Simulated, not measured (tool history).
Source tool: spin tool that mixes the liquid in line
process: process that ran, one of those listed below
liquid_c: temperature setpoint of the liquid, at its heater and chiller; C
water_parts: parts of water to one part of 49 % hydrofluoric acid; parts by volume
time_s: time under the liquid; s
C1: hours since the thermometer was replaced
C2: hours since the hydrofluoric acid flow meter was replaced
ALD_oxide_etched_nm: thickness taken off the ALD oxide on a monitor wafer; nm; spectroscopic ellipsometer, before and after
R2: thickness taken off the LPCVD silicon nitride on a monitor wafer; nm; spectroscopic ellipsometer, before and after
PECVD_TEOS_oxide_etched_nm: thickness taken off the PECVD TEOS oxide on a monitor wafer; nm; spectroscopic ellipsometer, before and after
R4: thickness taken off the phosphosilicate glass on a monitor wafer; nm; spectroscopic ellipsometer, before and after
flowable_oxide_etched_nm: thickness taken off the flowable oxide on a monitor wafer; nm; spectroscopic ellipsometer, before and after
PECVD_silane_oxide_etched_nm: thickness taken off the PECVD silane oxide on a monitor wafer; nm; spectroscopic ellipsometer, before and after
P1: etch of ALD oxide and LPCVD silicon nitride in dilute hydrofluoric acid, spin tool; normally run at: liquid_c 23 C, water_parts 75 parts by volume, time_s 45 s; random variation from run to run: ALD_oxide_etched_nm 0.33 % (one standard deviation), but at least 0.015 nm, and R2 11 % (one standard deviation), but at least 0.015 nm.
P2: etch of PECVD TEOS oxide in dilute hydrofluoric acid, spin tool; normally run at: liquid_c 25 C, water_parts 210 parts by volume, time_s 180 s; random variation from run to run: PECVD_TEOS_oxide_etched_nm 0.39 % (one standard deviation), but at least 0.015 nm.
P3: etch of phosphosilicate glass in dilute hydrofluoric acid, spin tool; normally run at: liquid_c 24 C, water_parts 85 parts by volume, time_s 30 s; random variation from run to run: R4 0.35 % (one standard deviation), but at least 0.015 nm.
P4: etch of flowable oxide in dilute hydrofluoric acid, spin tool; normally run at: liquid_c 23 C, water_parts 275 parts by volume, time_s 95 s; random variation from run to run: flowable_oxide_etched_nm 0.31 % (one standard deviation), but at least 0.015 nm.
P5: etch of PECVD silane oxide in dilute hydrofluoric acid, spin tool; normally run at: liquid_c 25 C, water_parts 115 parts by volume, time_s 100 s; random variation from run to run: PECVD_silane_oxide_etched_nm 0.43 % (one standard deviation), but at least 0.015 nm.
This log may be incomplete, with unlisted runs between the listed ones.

Run 1, hour 16.8: process P1, liquid_c 23 C, water_parts 75 parts by volume, time_s 45 s; C1 213.7; C2 651.3. Result: ALD_oxide_etched_nm 12.086 nm, R2 0.26673 nm.
Run 2, hour 28.9: process P2, liquid_c 25 C, water_parts 210 parts by volume, time_s 180 s; C1 225.8; C2 663.4. Result: PECVD_TEOS_oxide_etched_nm 6.7172 nm.
Run 3, hour 36.7: process P1, liquid_c 23 C, water_parts 75 parts by volume, time_s 15 s; C1 233.6; C2 671.2. Result: ALD_oxide_etched_nm 4.0195 nm, R2 0.075223 nm.
Run 4, hour 53.8: process P1, liquid_c 23 C, water_parts 75 parts by volume, time_s 45 s; C1 250.7; C2 688.3. Result: ALD_oxide_etched_nm 11.982 nm, R2 0.20061 nm.
Run 5, hour 66.9: process P3, liquid_c 24 C, water_parts 85 parts by volume, time_s 30 s; C1 263.8; C2 701.4. Result: R4 35.359 nm.
Run 6, hour 79.5: process P1, liquid_c 23 C, water_parts 20 parts by volume, time_s 45 s; C1 276.4; C2 714. Result: ALD_oxide_etched_nm 48.59 nm, R2 0.78066 nm.
Run 7, hour 88.8: process P4, liquid_c 23 C, water_parts 275 parts by volume, time_s 95 s; C1 285.7; C2 723.3. Result: flowable_oxide_etched_nm 13.59 nm.
Run 8, hour 96.4: process P5, liquid_c 25 C, water_parts 115 parts by volume, time_s 15 s; C1 293.3; C2 730.9. Result: PECVD_silane_oxide_etched_nm 3.409 nm.
Run 9, hour 106.8: process P5, liquid_c 25 C, water_parts 20 parts by volume, time_s 100 s; C1 303.7; C2 741.3. Result: PECVD_silane_oxide_etched_nm 148.77 nm.
Run 10, hour 114.9: process P5, liquid_c 25 C, water_parts 115 parts by volume, time_s 100 s; C1 311.8; C2 749.4. Result: PECVD_silane_oxide_etched_nm 22.526 nm.
Run 11, hour 123.9: process P3, liquid_c 24 C, water_parts 25 parts by volume, time_s 30 s; C1 320.8; C2 758.4. Result: R4 129.8 nm.
Run 12, hour 131.5: process P1, liquid_c 23 C, water_parts 120 parts by volume, time_s 45 s; C1 328.4; C2 766. Result: ALD_oxide_etched_nm 7.1435 nm, R2 0.19086 nm.
Run 13, hour 144.2: process P2, liquid_c 25 C, water_parts 210 parts by volume, time_s 180 s; C1 341.1; C2 778.7. Result: PECVD_TEOS_oxide_etched_nm 6.7561 nm.
Run 14, hour 153.5: process P2, liquid_c 25 C, water_parts 45 parts by volume, time_s 180 s; C1 350.4; C2 788. Result: PECVD_TEOS_oxide_etched_nm 38.454 nm.
Run 15, hour 167.4: process P3, liquid_c 24 C, water_parts 85 parts by volume, time_s 15 s; C1 364.3; C2 801.9. Result: R4 17.659 nm.
Run 16, hour 183.9: process P1, liquid_c 18.5 C, water_parts 75 parts by volume, time_s 80 s; C1 380.8; C2 818.4. Result: ALD_oxide_etched_nm 17.764 nm, R2 0.28531 nm.
Run 17, hour 200.3: process P3, liquid_c 17.5 C, water_parts 85 parts by volume, time_s 30 s; C1 397.2; C2 834.8. Result: R4 27.106 nm.
Run 18, hour 216: process P5, liquid_c 30.5 C, water_parts 115 parts by volume, time_s 100 s; C1 412.9; C2 850.5. Result: PECVD_silane_oxide_etched_nm 27.831 nm.
Run 19, hour 224.2: process P3, liquid_c 24 C, water_parts 85 parts by volume, time_s 30 s; C1 421.1; C2 858.7. Result: R4 35.272 nm.
Run 20, hour 233.1: process P1, liquid_c 27 C, water_parts 75 parts by volume, time_s 45 s; C1 430; C2 867.6. Result: ALD_oxide_etched_nm 14.216 nm, R2 0.30244 nm.
Run 21, hour 246.3: process P4, liquid_c 23 C, water_parts 495 parts by volume, time_s 95 s; C1 443.2; C2 880.8. Result: flowable_oxide_etched_nm 6.2362 nm.
Run 22, hour 257.2: process P1, liquid_c 23 C, water_parts 75 parts by volume, time_s 45 s; C1 454.1; C2 891.7. Result: ALD_oxide_etched_nm 12.041 nm, R2 0.26595 nm.
Run 23, hour 273.8: process P1, liquid_c 23 C, water_parts 125 parts by volume, time_s 15 s; C1 470.7; C2 908.3. Result: ALD_oxide_etched_nm 2.2764 nm, R2 0.03592 nm.
Run 24, hour 289: process P1, liquid_c 23 C, water_parts 75 parts by volume, time_s 45 s; C1 485.9; C2 923.5. Result: ALD_oxide_etched_nm 12.044 nm, R2 0.25615 nm.
Run 25, hour 304.9: process P4, liquid_c 27.5 C, water_parts 275 parts by volume, time_s 95 s; C1 501.8; C2 939.4. Result: flowable_oxide_etched_nm 15.943 nm.
Run 26, hour 314.8: process P1, liquid_c 17 C, water_parts 75 parts by volume, time_s 45 s; C1 511.7; C2 949.3. Result: ALD_oxide_etched_nm 9.3458 nm, R2 0.16043 nm.
Run 27, hour 324.4: process P5, liquid_c 25 C, water_parts 115 parts by volume, time_s 100 s; C1 521.3; C2 958.9. Result: PECVD_silane_oxide_etched_nm 22.744 nm.
Run 28, hour 338.9: process P2, liquid_c 31 C, water_parts 210 parts by volume, time_s 180 s; C1 535.8; C2 973.4. Result: PECVD_TEOS_oxide_etched_nm 8.3163 nm.
Run 29, hour 354.4: process P1, liquid_c 23 C, water_parts 75 parts by volume, time_s 45 s; C1 551.3; C2 988.9. Result: ALD_oxide_etched_nm 12.033 nm, R2 0.26233 nm.
Run 30, hour 367.4: process P4, liquid_c 23 C, water_parts 275 parts by volume, time_s 30 s; C1 564.3; C2 1001.9. Result: flowable_oxide_etched_nm 4.3518 nm.

Run 31 has not been measured yet. What should we expect?
Run 31, hour 378.7: process P1, liquid_c 23 C, water_parts 75 parts by volume, time_s 70 s; C1 575.6; C2 1013.2. Result: ALD_oxide_etched_nm ?, R2 ?.

ALD_oxide_etched_nm: 18.643 nm
R2: 0.44394 nm
